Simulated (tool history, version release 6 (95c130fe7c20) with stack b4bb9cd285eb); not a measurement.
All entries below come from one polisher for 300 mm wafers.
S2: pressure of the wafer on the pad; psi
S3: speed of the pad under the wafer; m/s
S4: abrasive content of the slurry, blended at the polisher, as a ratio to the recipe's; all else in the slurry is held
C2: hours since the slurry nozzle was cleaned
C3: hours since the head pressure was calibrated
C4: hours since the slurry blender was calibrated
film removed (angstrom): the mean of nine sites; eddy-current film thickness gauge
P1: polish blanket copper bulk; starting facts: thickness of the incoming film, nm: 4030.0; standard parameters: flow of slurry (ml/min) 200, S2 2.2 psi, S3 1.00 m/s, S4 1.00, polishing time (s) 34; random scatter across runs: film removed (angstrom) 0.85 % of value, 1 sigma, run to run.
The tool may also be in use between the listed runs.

Run 1, day 0.358: flow of slurry (ml/min) 200, S2 2.2 psi, S3 1.00 m/s, S4 1.00, polishing time (s) 34; wafers polished on this pad 666; C2 200.4; C3 849.1; C4 317.7. Result: film removed (angstrom) 2420.4.
Run 2, day 0.638: flow of slurry (ml/min) 200, S2 3.4 psi, S3 1.00 m/s, S4 1.00, polishing time (s) 25; wafers polished on this pad 727; C2 207.1; C3 855.8; C4 324.4. Result: film removed (angstrom) 2736.6.
Run 3, day 1.071: flow of slurry (ml/min) 200, S2 3.4 psi, S3 1.00 m/s, S4 1.00, polishing time (s) 34; wafers polished on this pad 822; C2 217.5; C3 866.2; C4 334.8. Result: film removed (angstrom) 3706.3.
Run 4, day 1.608: flow of slurry (ml/min) 200, S2 2.2 psi, S3 0.66 m/s, S4 1.00, polishing time (s) 34; wafers polished on this pad 940; C2 230.4; C3 879.1; C4 347.7. Result: film removed (angstrom) 1596.8.
Run 5, day 2.088: flow of slurry (ml/min) 200, S2 2.2 psi, S3 1.00 m/s, S4 1.00, polishing time (s) 34; wafers polished on this pad 1045; C2 241.9; C3 890.6; C4 359.2. Result: film removed (angstrom) 2381.9.
Run 6, day 2.488: flow of slurry (ml/min) 120, S2 2.2 psi, S3 1.00 m/s, S4 1.00, polishing time (s) 34; wafers polished on this pad 1132; C2 251.5; C3 900.2; C4 368.8. Result: film removed (angstrom) 2211.5.
Run 7, day 2.942: flow of slurry (ml/min) 200, S2 2.2 psi, S3 1.00 m/s, S4 1.00, polishing time (s) 34; wafers polished on this pad 1232; C2 262.4; C3 911.1; C4 379.7. Result: film removed (angstrom) 2411.7.
Run 8, day 3.208: flow of slurry (ml/min) 200, S2 2.2 psi, S3 1.00 m/s, S4 1.25, polishing time (s) 34; wafers polished on this pad 1290; C2 268.8; C3 917.5; C4 386.1. Result: film removed (angstrom) 2523.9.
Run 9, day 3.529: flow of slurry (ml/min) 200, S2 2.2 psi, S3 1.00 m/s, S4 1.00, polishing time (s) 53; wafers polished on this pad 1361; C2 276.5; C3 925.2; C4 393.8. Result: film removed (angstrom) 3728.1.
Run 10, day 3.992: flow of slurry (ml/min) 260, S2 2.2 psi, S3 1.00 m/s, S4 1.00, polishing time (s) 43; wafers polished on this pad 1462; C2 287.6; C3 936.3; C4 404.9. Result: film removed (angstrom) 3121.7.
Run 11, day 4.342: flow of slurry (ml/min) 200, S2 2.2 psi, S3 1.00 m/s, S4 0.55, polishing time (s) 34; wafers polished on this pad 1539; C2 296.0; C3 944.7; C4 413.3. Result: film removed (angstrom) 2098.4.
Run 12, day 4.617: flow of slurry (ml/min) 200, S2 2.2 psi, S3 1.34 m/s, S4 1.00, polishing time (s) 34; wafers polished on this pad 1599; C2 302.6; C3 951.3; C4 419.9. Result: film removed (angstrom) 3256.7.
Run 13, day 5.125: flow of slurry (ml/min) 295, S2 2.2 psi, S3 1.00 m/s, S4 1.00, polishing time (s) 34; wafers polished on this pad 1710; C2 314.8; C3 963.5; C4 432.1. Result: film removed (angstrom) 2534.0.
Run 14, day 5.392: flow of slurry (ml/min) 200, S2 1.2 psi, S3 1.00 m/s, S4 1.00, polishing time (s) 34; wafers polished on this pad 1769; C2 321.2; C3 969.9; C4 438.5. Result: film removed (angstrom) 1300.0.
Run 15, day 5.817: flow of slurry (ml/min) 200, S2 2.2 psi, S3 1.24 m/s, S4 1.45, polishing time (s) 34; wafers polished on this pad 1862; C2 331.4; C3 980.1; C4 448.7. Result: film removed (angstrom) 3242.9.
Run 16, day 6.117: flow of slurry (ml/min) 200, S2 2.2 psi, S3 1.00 m/s, S4 1.00, polishing time (s) 25; wafers polished on this pad 1927; C2 338.6; C3 987.3; C4 455.9. Result: film removed (angstrom) 1786.1.
Run 17, day 6.554: flow of slurry (ml/min) 200, S2 2.2 psi, S3 1.00 m/s, S4 1.00, polishing time (s) 34; wafers polished on this pad 2023; C2 349.1; C3 997.8; C4 466.4. Result: film removed (angstrom) 2392.5.
Run 18, day 6.954: flow of slurry (ml/min) 200, S2 2.2 psi, S3 1.00 m/s, S4 1.00, polishing time (s) 34; wafers polished on this pad 2111; C2 358.7; C3 1007.4; C4 476.0. Result: film removed (angstrom) 2394.2.
Run 19, day 7.375: flow of slurry (ml/min) 200, S2 2.2 psi, S3 1.00 m/s, S4 1.00, polishing time (s) 34; wafers polished on this pad 2203; C2 368.8; C3 1017.5; C4 486.1. Result: film removed (angstrom) 2333.6.
Run 20, day 7.900: flow of slurry (ml/min) 200, S2 2.2 psi, S3 1.00 m/s, S4 1.00, polishing time (s) 34; wafers polished on this pad 2318; C2 381.4; C3 1030.1; C4 498.7. Result: film removed (angstrom) 2339.2.
Run 21, day 8.254: flow of slurry (ml/min) 200, S2 2.2 psi, S3 1.00 m/s, S4 1.00, polishing time (s) 34; wafers polished on this pad 2396; C2 389.9; C3 1038.6; C4 507.2. Result: film removed (angstrom) 2325.2.
Run 22, day 8.712: flow of slurry (ml/min) 200, S2 2.2 psi, S3 1.00 m/s, S4 1.00, polishing time (s) 34; wafers polished on this pad 2496; C2 400.9; C3 1049.6; C4 518.2. Result: film removed (angstrom) 2320.8.
At day 8.904: head pressure recalibrated.
Run 23, day 9.125: flow of slurry (ml/min) 200, S2 2.2 psi, S3 1.00 m/s, S4 1.00, polishing time (s) 34; wafers polished on this pad 2587; C2 410.8; C3 5.4; C4 528.1. Result: film removed (angstrom) 2287.5.
At day 9.371: worn pad replaced by a new one.
Run 24, day 9.608: flow of slurry (ml/min) 200, S2 2.2 psi, S3 1.00 m/s, S4 1.00, polishing time (s) 34; wafers polished on this pad 52; C2 422.4; C3 17.0; C4 539.7. Result: film removed (angstrom) 2298.5.
Run 25, day 9.892: flow of slurry (ml/min) 200, S2 2.2 psi, S3 1.00 m/s, S4 1.00, polishing time (s) 34; wafers polished on this pad 114; C2 429.2; C3 23.8; C4 546.5. Result: film removed (angstrom) 2337.2.
Run 26, day 10.383: flow of slurry (ml/min) 200, S2 2.2 psi, S3 1.00 m/s, S4 1.00, polishing time (s) 34; wafers polished on this pad 222; C2 441.0; C3 35.6; C4 558.3. Result: film removed (angstrom) 2306.0.
Run 27, day 10.742: flow of slurry (ml/min) 200, S2 2.2 psi, S3 1.00 m/s, S4 1.00, polishing time (s) 34; wafers polished on this pad 300; C2 449.6; C3 44.2; C4 566.9. Result: film removed (angstrom) 2311.0.
Run 28, day 11.079: flow of slurry (ml/min) 200, S2 2.2 psi, S3 1.00 m/s, S4 1.00, polishing time (s) 34; wafers polished on this pad 374; C2 457.7; C3 52.3; C4 575.0. Result: film removed (angstrom) 2317.8.
Run 29, day 11.379: flow of slurry (ml/min) 200, S2 2.2 psi, S3 1.00 m/s, S4 1.00, polishing time (s) 34; wafers polished on this pad 440; C2 464.9; C3 59.5; C4 582.2. Result: film removed (angstrom) 2262.2.

P1 no longer gives what it gave before; its output has crept away from where it was. The following 2 causes, each at its listed size, fit the log equally well:
A: abrasive missing from the slurry, % = 21.8
B: slurry flow missing at the pad, % = 28.4
The process output started creeping at around day 6.954.
Why every other cause is out:
removal rate lost through wear of the pad, %: work on it at day 9.371, done after the drift set in, did not restore what the process gave before
head's pressure below its setpoint, %: work on it at day 8.904, done after the drift set in, did not restore what the process gave before

4 check runs are offered, each on 5 wafers whose results are averaged, their results left as question marks. Which one tells the causes apart?
Run check 1, day 11.679: flow of slurry (ml/min) 200, S2 2.2 psi, S3 1.00 m/s, S4 1.25, polishing time (s) 49. Result: film removed (angstrom) ?.
Run check 2, day 11.679: flow of slurry (ml/min) 200, S2 2.2 psi, S3 1.00 m/s, S4 0.70, polishing time (s) 34. Result: film removed (angstrom) ?.
Run check 3, day 11.679: flow of slurry (ml/min) 200, S2 2.7 psi, S3 1.00 m/s, S4 0.55, polishing time (s) 34. Result: film removed (angstrom) ?.
Run check 4, day 11.679: flow of slurry (ml/min) 120, S2 3.0 psi, S3 1.00 m/s, S4 1.00, polishing time (s) 34. Result: film removed (angstrom) ?.

If the cause were each of the candidates in turn, the checks would give the following:
  check                   result    if A    if B
check 1  film removed (angstrom)  3451.7  3456.1
check 2  film removed (angstrom)  2125.2  2120.0
check 3  film removed (angstrom)  2488.2  2478.3
check 4  film removed (angstrom)  2856.9  2770.1
Minimum pairwise separation of causes per check, each pair taken at its best-separating result: check 1 0.13 %; check 2 0.24 %; check 3 0.4 %; check 4 3.09 %
Only check 4 tells the causes apart: in the others they would give nearly the same result.

Check 4 was then run and gave: film removed (angstrom) 2871.1. Which cause is it?

The correct cause is A, namely: abrasive missing from the slurry, %.
